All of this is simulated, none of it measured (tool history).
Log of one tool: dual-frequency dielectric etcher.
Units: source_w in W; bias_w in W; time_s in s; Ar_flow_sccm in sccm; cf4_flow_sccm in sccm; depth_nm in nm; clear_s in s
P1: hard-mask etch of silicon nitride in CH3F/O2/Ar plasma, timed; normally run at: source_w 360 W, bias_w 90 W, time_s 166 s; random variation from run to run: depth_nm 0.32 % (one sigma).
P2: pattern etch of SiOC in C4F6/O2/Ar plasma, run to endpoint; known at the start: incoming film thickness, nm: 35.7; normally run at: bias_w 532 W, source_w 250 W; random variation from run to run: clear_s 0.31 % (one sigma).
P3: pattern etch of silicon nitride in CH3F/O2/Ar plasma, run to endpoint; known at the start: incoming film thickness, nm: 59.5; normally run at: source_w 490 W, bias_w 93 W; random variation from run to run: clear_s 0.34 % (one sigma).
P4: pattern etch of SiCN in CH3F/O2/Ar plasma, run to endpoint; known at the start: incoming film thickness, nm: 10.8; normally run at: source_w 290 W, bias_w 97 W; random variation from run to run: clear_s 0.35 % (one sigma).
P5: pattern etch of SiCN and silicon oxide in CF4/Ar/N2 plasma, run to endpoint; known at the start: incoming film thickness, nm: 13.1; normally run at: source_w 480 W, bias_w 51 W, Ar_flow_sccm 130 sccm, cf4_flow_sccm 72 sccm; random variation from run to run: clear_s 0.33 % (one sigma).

run     day  process  source_w  bias_w  time_s  Ar_flow_sccm  cf4_flow_sccm  hours since the last wet clean  hours since the last source power generator calibration  hours since the last bias power generator calibration  depth_nm  clear_s
  1   0.462       P1       360      90     166                                                        159.9                                                    619.4                                                 2394.1    119.49
  2   0.929       P1       360      59     166                                                        171.1                                                    630.6                                                 2405.3    102.81
  3   1.388       P5       380      51                   130             72                           182.1                                                    641.6                                                 2416.3             20.323
  4   1.808       P5       480      51                   130             72                           192.2                                                    651.7                                                 2426.4             16.479
  5   2.067       P5       480      51                   130             91                           198.4                                                    657.9                                                 2432.6             15.871
  6   2.571       P2       250     532                                                                210.5                                                      670                                                 2444.7             13.647
  7   2.846       P3       490      93                                                                217.1                                                    676.6                                                 2451.3             72.762
  8   3.158       P1       360     116     166                                                        224.6                                                    684.1                                                 2458.8    131.58
  9   3.492       P2       160     532                                                                232.6                                                    692.1                                                 2466.8             16.021
 10   3.971       P2       250     637                                                                244.1                                                    703.6                                                 2478.3             12.699
 11   4.375       P1       260      90     132                                                        253.8                                                    713.3                                                   2488    84.448
 12   4.779       P1       360      90     242                                                        263.5                                                      723                                                 2497.7    174.87
 13   5.108       P1       360      90     166                                                        271.4                                                    730.9                                                 2505.6    119.33
 14     5.4       P1       210      90     166                                                        278.4                                                    737.9                                                 2512.6    97.183
 15   5.688       P5       480      51                   130             72                           285.3                                                    744.8                                                 2519.5             16.482
 16   6.188       P1       430      90     166                                                        297.3                                                    756.8                                                 2531.5    127.39
 17   6.496       P5       480      62                   130             72                           304.7                                                    764.2                                                 2538.9             15.414
 18   6.883       P3       600      93                                                                  314                                                    773.5                                                 2548.2             67.797
 19   7.371       P1       360      90     166                                                        325.7                                                    785.2                                                 2559.9    119.24
 20   7.788       P1       360      90     166                                                        335.7                                                    795.2                                                 2569.9    120.06
 21    8.05       P3       490      93                                                                  342                                                    801.5                                                 2576.2             73.466
 22   8.342       P4       200      97                                                                  349                                                    808.5                                                 2583.2             33.393
 23   8.812       P4       290     116                                                                360.3                                                    819.8                                                 2594.5               27.1
 24   9.129       P1       360      90    91.5                                                        367.9                                                    827.4                                                 2602.1    65.454
 25   9.517       P4       290      97                                                                377.2                                                    836.7                                                 2611.4             29.244
 26   9.846       P3       490      68                                                                385.1                                                    844.6                                                 2619.3             81.598
 27  10.242       P1       360      90     166                                                        394.6                                                    854.1                                                 2628.8     119.4
 28  10.671       P5       480      51                   156             72                           404.9                                                    864.4                                                 2639.1             17.053
 29  10.946       P1       360      90     166                                                        411.5                                                      871                                                 2645.7     119.7
 30  11.317       P1       360      90     166                                                        420.4                                                    879.9                                                 2654.6    118.73
 31   11.75       P1       360      90     166                                                        430.8                                                    890.3                                                   2665    117.97
 32  12.158       P1       360      90     166                                                        440.6                                                    900.1                                                 2674.8    117.96
 33  12.425       P1       360      90     166                                                          447                                                    906.5                                                 2681.2    117.99
 34  12.758       P1       360      90     166                                                          455                                                    914.5                                                 2689.2    118.16
 35  13.133       P1       360      90     166                                                          464                                                    923.5                                                 2698.2     118.2

Run 36 comes next. What will it give?
     13.379  -- wet clean of the chamber
 36  13.542       P1       360      90     166                                                            4                                                    933.3                                                   2708         ?

Run 36 gave depth_nm 117.62 nm.
